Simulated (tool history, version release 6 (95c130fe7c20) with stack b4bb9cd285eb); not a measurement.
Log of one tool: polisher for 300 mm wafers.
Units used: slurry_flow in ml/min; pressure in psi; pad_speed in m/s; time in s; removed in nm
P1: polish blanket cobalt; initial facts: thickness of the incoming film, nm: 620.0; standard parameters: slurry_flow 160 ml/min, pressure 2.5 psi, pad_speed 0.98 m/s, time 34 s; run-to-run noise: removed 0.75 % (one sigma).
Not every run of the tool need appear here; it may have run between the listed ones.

run	day	slurry_flow	pressure	pad_speed	time	wafers polished on this pad	hours since the slurry nozzle was cleaned	hours since the head pressure was calibrated	removed
1	0.475	160	2.5	0.98	34	407	379.3	120.5	230.67
2	0.812	160	2.5	0.44	34	501	387.4	128.6	104.64
3	1.162	95	2.5	0.98	34	599	395.8	137.0	206.85
4	1.400	210	2.5	0.60	34	665	401.5	142.7	146.76
5	1.688	160	2.5	0.98	34	745	408.4	149.6	229.84
6	1.975	160	2.5	0.98	34	825	415.3	156.5	232.15
7	2.367	245	2.5	0.98	34	935	424.7	165.9	244.20
8	2.762	160	2.5	0.98	34	1045	434.2	175.4	227.80
9	3.196	160	2.5	1.46	34	1166	444.6	185.8	349.45
10	3.571	160	2.5	0.74	52	1270	453.6	194.8	264.44
11	3.850	160	1.3	0.98	34	1348	460.3	201.5	118.41
12	4.083	160	2.5	0.72	20	1413	465.9	207.1	99.27
13	4.517	160	2.5	0.98	34	1534	476.3	217.5	230.77
14	4.925	160	2.5	0.98	22	1648	486.1	227.3	149.69
15	5.142	160	3.9	0.98	34	1709	491.3	232.5	357.25
16	5.429	160	2.5	0.98	34	1789	498.2	239.4	231.79
17	5.729	160	2.5	0.98	49	1872	505.4	246.6	328.51
18	5.958	160	2.5	0.98	34	1936	510.9	252.1	229.50
19	6.342	160	2.5	0.98	34	2043	520.1	261.3	217.78
20	6.675	160	2.5	0.98	34	2136	528.1	269.3	217.41
21	7.021	160	2.5	0.98	34	2233	536.4	277.6	211.84
22	7.396	160	2.5	0.98	34	2337	545.4	286.6	215.16
# day 7.588: head pressure recalibrated
23	7.625	160	2.5	0.98	34	2401	550.9	0.9	209.02
24	8.096	160	2.5	0.98	34	2533	562.2	12.2	208.17
25	8.338	160	2.5	0.98	34	2600	568.0	18.0	210.87

Compared with where it was, what P1 gives has crept away. Each cause listed below fits the log as well as the rest, at the size given for it:
A: removal rate lost through wear of the pad, % = 8.47
B: slurry flow missing at the pad, % = 35.7
Onset of the creep was near day 5.958.
Other possible causes, and why each is ruled out:
head's pressure below its setpoint, %: work on it at day 7.588, done after the drift set in, did not restore what the process gave before

Of the 4 check runs below, each run on 5 wafers with the results averaged and each result still a question mark, which one would tell the listed causes apart?
check 1	8.579	160	3.7	0.98	34				?
check 2	8.579	160	1.7	0.98	34				?
check 3	8.579	160	2.5	1.44	34				?
check 4	8.579	120	2.5	0.48	34				?

Expected result of each check under each candidate cause:
check	result	if A	if B
check 1	removed	311.490	311.460
check 2	removed	143.120	143.110
check 3	removed	309.260	309.230
check 4	removed	97.704	95.203
Gap, in per cent, between the two causes that each check separates least, read from the result that separates them most: check 1 0.01 %; check 2 0.01 %; check 3 0.01 %; check 4 2.59 %
Only check 4 tells the causes apart: in the others they would give nearly the same result.

Here is what check 4 returned: removed 97.277 nm. Which cause is it?

It is A: removal rate lost through wear of the pad, %.

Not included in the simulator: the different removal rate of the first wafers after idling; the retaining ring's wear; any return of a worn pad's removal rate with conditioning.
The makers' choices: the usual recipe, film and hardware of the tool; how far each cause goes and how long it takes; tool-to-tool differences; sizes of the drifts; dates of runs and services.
